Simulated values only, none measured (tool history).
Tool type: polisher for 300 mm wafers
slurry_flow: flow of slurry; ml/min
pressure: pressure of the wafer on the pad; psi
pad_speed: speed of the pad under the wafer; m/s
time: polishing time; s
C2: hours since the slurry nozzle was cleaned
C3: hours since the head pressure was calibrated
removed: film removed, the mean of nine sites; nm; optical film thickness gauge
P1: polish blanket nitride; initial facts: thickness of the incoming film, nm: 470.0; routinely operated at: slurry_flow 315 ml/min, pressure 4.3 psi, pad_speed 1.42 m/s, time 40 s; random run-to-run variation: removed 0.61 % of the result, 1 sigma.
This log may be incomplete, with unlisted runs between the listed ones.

run 1 hour=8 | slurry_flow=315 pressure=4.3 pad_speed=1.42 time=40 | wafers_polished_on_this_pad=312 C2=54.5 C3=648.7 | removed=129.37
run 2 hour=12.9 | slurry_flow=315 pressure=4.3 pad_speed=0.98 time=27 | wafers_polished_on_this_pad=388 C2=59.4 C3=653.6 | removed=65.078
run 3 hour=17.9 | slurry_flow=190 pressure=4.3 pad_speed=1.42 time=40 | wafers_polished_on_this_pad=465 C2=64.4 C3=658.6 | removed=122.98
run 4 hour=24.1 | slurry_flow=430 pressure=4.3 pad_speed=1.42 time=40 | wafers_polished_on_this_pad=561 C2=70.6 C3=664.8 | removed=133.12
run 5 hour=30.7 | slurry_flow=315 pressure=4.3 pad_speed=2.24 time=40 | wafers_polished_on_this_pad=663 C2=77.2 C3=671.4 | removed=186.85
run 6 hour=36.2 | slurry_flow=315 pressure=4.3 pad_speed=0.64 time=40 | wafers_polished_on_this_pad=749 C2=82.7 C3=676.9 | removed=68.426
run 7 hour=42.8 | slurry_flow=315 pressure=1.9 pad_speed=1.42 time=40 | wafers_polished_on_this_pad=851 C2=89.3 C3=683.5 | removed=57.396
run 8 hour=51.6 | slurry_flow=315 pressure=6.3 pad_speed=1.42 time=40 | wafers_polished_on_this_pad=987 C2=98.1 C3=692.3 | removed=191.21
run 9 hour=57.8 | slurry_flow=315 pressure=4.3 pad_speed=1.42 time=58 | wafers_polished_on_this_pad=1083 C2=104.3 C3=698.5 | removed=187.63
run 10 hour=67 | slurry_flow=315 pressure=4.3 pad_speed=1.42 time=18 | wafers_polished_on_this_pad=1225 C2=113.5 C3=707.7 | removed=59.281
run 11 hour=74.4 | slurry_flow=315 pressure=4.3 pad_speed=1.42 time=40 | wafers_polished_on_this_pad=1340 C2=120.9 C3=715.1 | removed=130.08
run 12 hour=83.8 | slurry_flow=210 pressure=2.1 pad_speed=1.42 time=40 | wafers_polished_on_this_pad=1485 C2=130.3 C3=724.5 | removed=61.11
run 13 hour=92 | slurry_flow=315 pressure=4.3 pad_speed=1.42 time=40 | wafers_polished_on_this_pad=1612 C2=138.5 C3=732.7 | removed=130.77
run 14 hour=98.7 | slurry_flow=190 pressure=4.3 pad_speed=1.42 time=28 | wafers_polished_on_this_pad=1716 C2=145.2 C3=739.4 | removed=85.902
run 15 hour=107.9 | slurry_flow=315 pressure=4.3 pad_speed=1.42 time=40 | wafers_polished_on_this_pad=1858 C2=154.4 C3=748.6 | removed=130
run 16 hour=117 | slurry_flow=315 pressure=4.3 pad_speed=1.42 time=40 | wafers_polished_on_this_pad=1999 C2=163.5 C3=757.7 | removed=129.78
run 17 hour=125.6 | slurry_flow=315 pressure=4.3 pad_speed=1.42 time=40 | wafers_polished_on_this_pad=2132 C2=172.1 C3=766.3 | removed=126.52
run 18 hour=131.3 | slurry_flow=315 pressure=4.3 pad_speed=1.42 time=40 | wafers_polished_on_this_pad=2220 C2=177.8 C3=772 | removed=125.03
run 19 hour=140.3 | slurry_flow=315 pressure=4.3 pad_speed=1.42 time=40 | wafers_polished_on_this_pad=2359 C2=186.8 C3=781 | removed=125.35
run 20 hour=148.8 | slurry_flow=315 pressure=4.3 pad_speed=1.42 time=40 | wafers_polished_on_this_pad=2491 C2=195.3 C3=789.5 | removed=124.76
-- hour=150.2 head pressure recalibrated
run 21 hour=153 | slurry_flow=315 pressure=4.3 pad_speed=1.42 time=40 | wafers_polished_on_this_pad=2556 C2=199.5 C3=2.9 | removed=123.7
run 22 hour=159.2 | slurry_flow=315 pressure=4.3 pad_speed=1.42 time=40 | wafers_polished_on_this_pad=2652 C2=205.7 C3=9.1 | removed=124.15
run 23 hour=167.9 | slurry_flow=315 pressure=4.3 pad_speed=1.42 time=40 | wafers_polished_on_this_pad=2787 C2=214.4 C3=17.8 | removed=121.9

What P1 gives has crept away from where it was. These 2 causes fit the log equally well, each at the size given:
A: slurry flow missing at the pad, % = 38.5
B: removal rate lost through wear of the pad, % = 5.12
The gradual shift began around hour 117.
Every other cause this tool's parts could produce, and why it does not fit the log:
head's pressure below its setpoint, %: serviced at hour 150.2, which brought nothing back

Which of the 4 check runs listed below, each an average over 2 wafers with its results shown as question marks, gives clearly different results under the different listed causes?
run check 1 hour=176.6 | slurry_flow=315 pressure=4.3 pad_speed=2.22 time=55 | removed=?
run check 2 hour=176.6 | slurry_flow=190 pressure=6.2 pad_speed=1.42 time=40 | removed=?
run check 3 hour=176.6 | slurry_flow=315 pressure=5.6 pad_speed=0.64 time=40 | removed=?
run check 4 hour=176.6 | slurry_flow=315 pressure=4.3 pad_speed=2.16 time=21 | removed=?

Predicted outcomes, by check and by cause:
check=check_1 result=removed if_A=241.92 if_B=241.92
check=check_2 result=removed if_A=162.65 if_B=167.91
check=check_3 result=removed if_A=84.715 if_B=84.714
check=check_4 result=removed if_A=90.368 if_B=90.368
Distance between the nearest two causes, measured in the result of the check that separates them most: check 1 0 %; check 2 3.18 %; check 3 0 %; check 4 0 %
Only check 2 tells the causes apart: in the others they would give nearly the same result.

Check 2 was carried out, with these results: removed 163.83 nm. Which of the listed causes is responsible?

The correct cause is A, namely: slurry flow missing at the pad, %.
